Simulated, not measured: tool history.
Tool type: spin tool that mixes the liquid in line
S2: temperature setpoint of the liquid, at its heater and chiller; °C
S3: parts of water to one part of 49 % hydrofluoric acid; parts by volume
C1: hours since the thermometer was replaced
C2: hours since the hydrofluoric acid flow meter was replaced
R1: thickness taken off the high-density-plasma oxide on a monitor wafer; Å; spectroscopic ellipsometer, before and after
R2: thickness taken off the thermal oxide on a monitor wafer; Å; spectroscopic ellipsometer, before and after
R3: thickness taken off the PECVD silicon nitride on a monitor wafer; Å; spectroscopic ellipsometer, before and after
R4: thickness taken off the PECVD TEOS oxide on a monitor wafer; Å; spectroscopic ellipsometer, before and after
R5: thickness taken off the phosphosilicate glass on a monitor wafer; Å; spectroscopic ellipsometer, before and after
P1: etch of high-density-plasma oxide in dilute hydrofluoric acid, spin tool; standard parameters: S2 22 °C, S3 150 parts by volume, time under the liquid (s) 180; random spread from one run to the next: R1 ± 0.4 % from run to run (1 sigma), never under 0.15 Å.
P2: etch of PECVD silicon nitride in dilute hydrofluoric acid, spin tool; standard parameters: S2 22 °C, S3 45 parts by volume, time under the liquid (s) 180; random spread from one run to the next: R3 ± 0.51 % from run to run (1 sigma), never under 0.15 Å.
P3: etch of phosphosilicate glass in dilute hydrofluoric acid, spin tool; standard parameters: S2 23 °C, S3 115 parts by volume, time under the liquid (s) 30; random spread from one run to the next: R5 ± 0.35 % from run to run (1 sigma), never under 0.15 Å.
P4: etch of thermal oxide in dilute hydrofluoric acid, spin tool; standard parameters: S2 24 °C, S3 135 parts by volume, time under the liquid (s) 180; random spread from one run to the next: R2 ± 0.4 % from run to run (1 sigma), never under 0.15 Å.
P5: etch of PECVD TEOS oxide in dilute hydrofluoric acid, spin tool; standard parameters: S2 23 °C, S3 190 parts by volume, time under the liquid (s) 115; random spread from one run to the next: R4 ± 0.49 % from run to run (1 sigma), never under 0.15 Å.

Run 1, hour 10.2: process that ran P1, S2 22 °C, S3 150 parts by volume, time under the liquid (s) 180; C1 1603; C2 715.6. Result: R1 55.748 Å.
Run 2, hour 23.7: process that ran P1, S2 27 °C, S3 150 parts by volume, time under the liquid (s) 60; C1 1616.5; C2 729.1. Result: R1 22.451 Å.
Run 3, hour 33.6: process that ran P1, S2 22 °C, S3 150 parts by volume, time under the liquid (s) 285; C1 1626.4; C2 739. Result: R1 88.731 Å.
Run 4, hour 45: process that ran P4, S2 28 °C, S3 135 parts by volume, time under the liquid (s) 180; C1 1637.8; C2 750.4. Result: R2 70.231 Å.
Run 5, hour 52: process that ran P2, S2 22 °C, S3 60 parts by volume, time under the liquid (s) 180; C1 1644.8; C2 757.4. Result: R3 96.744 Å.
Run 6, hour 62.7: process that ran P1, S2 22 °C, S3 150 parts by volume, time under the liquid (s) 15; C1 1655.5; C2 768.1. Result: R1 4.7244 Å.
Run 7, hour 70.8: process that ran P2, S2 17 °C, S3 45 parts by volume, time under the liquid (s) 180; C1 1663.6; C2 776.2. Result: R3 90.602 Å.
Run 8, hour 77.2: process that ran P1, S2 22 °C, S3 60 parts by volume, time under the liquid (s) 180; C1 1670; C2 782.6. Result: R1 155.06 Å.
Run 9, hour 91.1: process that ran P2, S2 22 °C, S3 45 parts by volume, time under the liquid (s) 300; C1 1683.9; C2 796.5. Result: R3 214.85 Å.
Run 10, hour 105: process that ran P4, S2 24 °C, S3 70 parts by volume, time under the liquid (s) 180; C1 1697.8; C2 810.4. Result: R2 125.91 Å.
Run 11, hour 115: process that ran P5, S2 18.5 °C, S3 190 parts by volume, time under the liquid (s) 115; C1 1707.8; C2 820.4. Result: R4 122.41 Å.
Run 12, hour 126.2: process that ran P3, S2 23 °C, S3 115 parts by volume, time under the liquid (s) 30; C1 1719; C2 831.6. Result: R5 364.35 Å.
Run 13, hour 134.6: process that ran P1, S2 22 °C, S3 150 parts by volume, time under the liquid (s) 180; C1 1727.4; C2 840. Result: R1 55.797 Å.
Run 14, hour 144.8: process that ran P1, S2 22 °C, S3 150 parts by volume, time under the liquid (s) 180; C1 1737.6; C2 850.2. Result: R1 55.369 Å.
Run 15, hour 151.3: process that ran P3, S2 18.5 °C, S3 115 parts by volume, time under the liquid (s) 30; C1 1744.1; C2 856.7. Result: R5 303.81 Å.
Run 16, hour 162.4: process that ran P4, S2 24 °C, S3 135 parts by volume, time under the liquid (s) 35; C1 1755.2; C2 867.8. Result: R2 12 Å.
Run 17, hour 173.1: process that ran P2, S2 22 °C, S3 45 parts by volume, time under the liquid (s) 180; C1 1765.9; C2 878.5. Result: R3 129.51 Å.
Run 18, hour 179.9: process that ran P1, S2 22 °C, S3 150 parts by volume, time under the liquid (s) 180; C1 1772.7; C2 885.3. Result: R1 56.064 Å.
Run 19, hour 190: process that ran P1, S2 22 °C, S3 220 parts by volume, time under the liquid (s) 180; C1 1782.8; C2 895.4. Result: R1 35.395 Å.
At hour 193.5: thermometer replaced.
Run 20, hour 203.8: process that ran P3, S2 23 °C, S3 175 parts by volume, time under the liquid (s) 30; C1 10.3; C2 909.2. Result: R5 225.51 Å.
Run 21, hour 215.3: process that ran P1, S2 22 °C, S3 150 parts by volume, time under the liquid (s) 180; C1 21.8; C2 920.7. Result: R1 55.674 Å.
Run 22, hour 227.4: process that ran P1, S2 22 °C, S3 150 parts by volume, time under the liquid (s) 180; C1 33.9; C2 932.8. Result: R1 56.052 Å.
Run 23, hour 241.2: process that ran P3, S2 23 °C, S3 115 parts by volume, time under the liquid (s) 15; C1 47.7; C2 946.6. Result: R5 182.02 Å.
Run 24, hour 251.6: process that ran P5, S2 23 °C, S3 190 parts by volume, time under the liquid (s) 115; C1 58.1; C2 957. Result: R4 146.73 Å.
Run 25, hour 264.4: process that ran P5, S2 23 °C, S3 190 parts by volume, time under the liquid (s) 115; C1 70.9; C2 969.8. Result: R4 146.09 Å.
Run 26, hour 276.2: process that ran P5, S2 23 °C, S3 190 parts by volume, time under the liquid (s) 185; C1 82.7; C2 981.6. Result: R4 235 Å.
Run 27, hour 283.4: process that ran P1, S2 17 °C, S3 150 parts by volume, time under the liquid (s) 180; C1 89.9; C2 988.8. Result: R1 45.931 Å.
Run 28, hour 298: process that ran P1, S2 22 °C, S3 150 parts by volume, time under the liquid (s) 180; C1 104.5; C2 1003.4. Result: R1 55.544 Å.
Run 29, hour 305: process that ran P4, S2 24 °C, S3 135 parts by volume, time under the liquid (s) 180; C1 111.5; C2 1010.4. Result: R2 59.984 Å.
Run 30, hour 316.3: process that ran P1, S2 26 °C, S3 150 parts by volume, time under the liquid (s) 180; C1 122.8; C2 1021.7. Result: R1 65 Å.
Run 31, hour 330.1: process that ran P5, S2 23 °C, S3 290 parts by volume, time under the liquid (s) 115; C1 136.6; C2 1035.5. Result: R4 86.394 Å.
Run 32, hour 339.7: process that ran P1, S2 22 °C, S3 150 parts by volume, time under the liquid (s) 180; C1 146.2; C2 1045.1. Result: R1 55.97 Å.
Run 33, hour 347.7: process that ran P1, S2 22 °C, S3 150 parts by volume, time under the liquid (s) 180; C1 154.2; C2 1053.1. Result: R1 57.777 Å.
Run 34, hour 359.8: process that ran P1, S2 22 °C, S3 150 parts by volume, time under the liquid (s) 180; C1 166.3; C2 1065.2. Result: R1 59.674 Å.
Run 35, hour 374.3: process that ran P1, S2 22 °C, S3 150 parts by volume, time under the liquid (s) 180; C1 180.8; C2 1079.7. Result: R1 59.927 Å.
Run 36, hour 383.3: process that ran P1, S2 22 °C, S3 150 parts by volume, time under the liquid (s) 180; C1 189.8; C2 1088.7. Result: R1 60.82 Å.
Run 37, hour 391.7: process that ran P1, S2 22 °C, S3 150 parts by volume, time under the liquid (s) 180; C1 198.2; C2 1097.1. Result: R1 61.217 Å.
Run 38, hour 401.9: process that ran P1, S2 22 °C, S3 150 parts by volume, time under the liquid (s) 180; C1 208.4; C2 1107.3. Result: R1 60.575 Å.

Something has made what P1 gives creep away from where it was; the 2 causes below, each at its own stated size, fit the log equally well:
A: hydrofluoric acid flow above the setpoint (%) = 8.06
B: liquid hotter than its thermometer reads (K) = 2.33
Creep in the process output first set in at about hour 339.7.

Question marks stand in for the results of the 4 check runs listed below, each run on one wafer. Under which run would the listed causes show clearly different results?
Run check 1, hour 412.1: process that ran P3, S2 23 °C, S3 115 parts by volume, time under the liquid (s) 30. Result: R5 ?.
Run check 2, hour 412.1: process that ran P4, S2 24 °C, S3 135 parts by volume, time under the liquid (s) 180. Result: R2 ?.
Run check 3, hour 412.1: process that ran P5, S2 23 °C, S3 190 parts by volume, time under the liquid (s) 115. Result: R4 ?.
Run check 4, hour 412.1: process that ran P2, S2 22 °C, S3 45 parts by volume, time under the liquid (s) 180. Result: R3 ?.

How each check would come out, cause by cause:
  check  result    if A    if B
check 1      R5  397.78  399.17
check 2      R2  65.917  65.893
check 3      R4  160.53  159.54
check 4      R3   139.2  151.24
Distance between the nearest two causes, measured in the result of the check that separates them most: check 1 0.35 %; check 2 0.04 %; check 3 0.62 %; check 4 8.3 %
Check 4 distinguishes between the causes, while the remaining checks would return nearly the same result for all of them.

Here is what check 4 returned: R3 151.25 Å. Which cause is it?

Of the candidate causes, it is B: liquid hotter than its thermometer reads (K).

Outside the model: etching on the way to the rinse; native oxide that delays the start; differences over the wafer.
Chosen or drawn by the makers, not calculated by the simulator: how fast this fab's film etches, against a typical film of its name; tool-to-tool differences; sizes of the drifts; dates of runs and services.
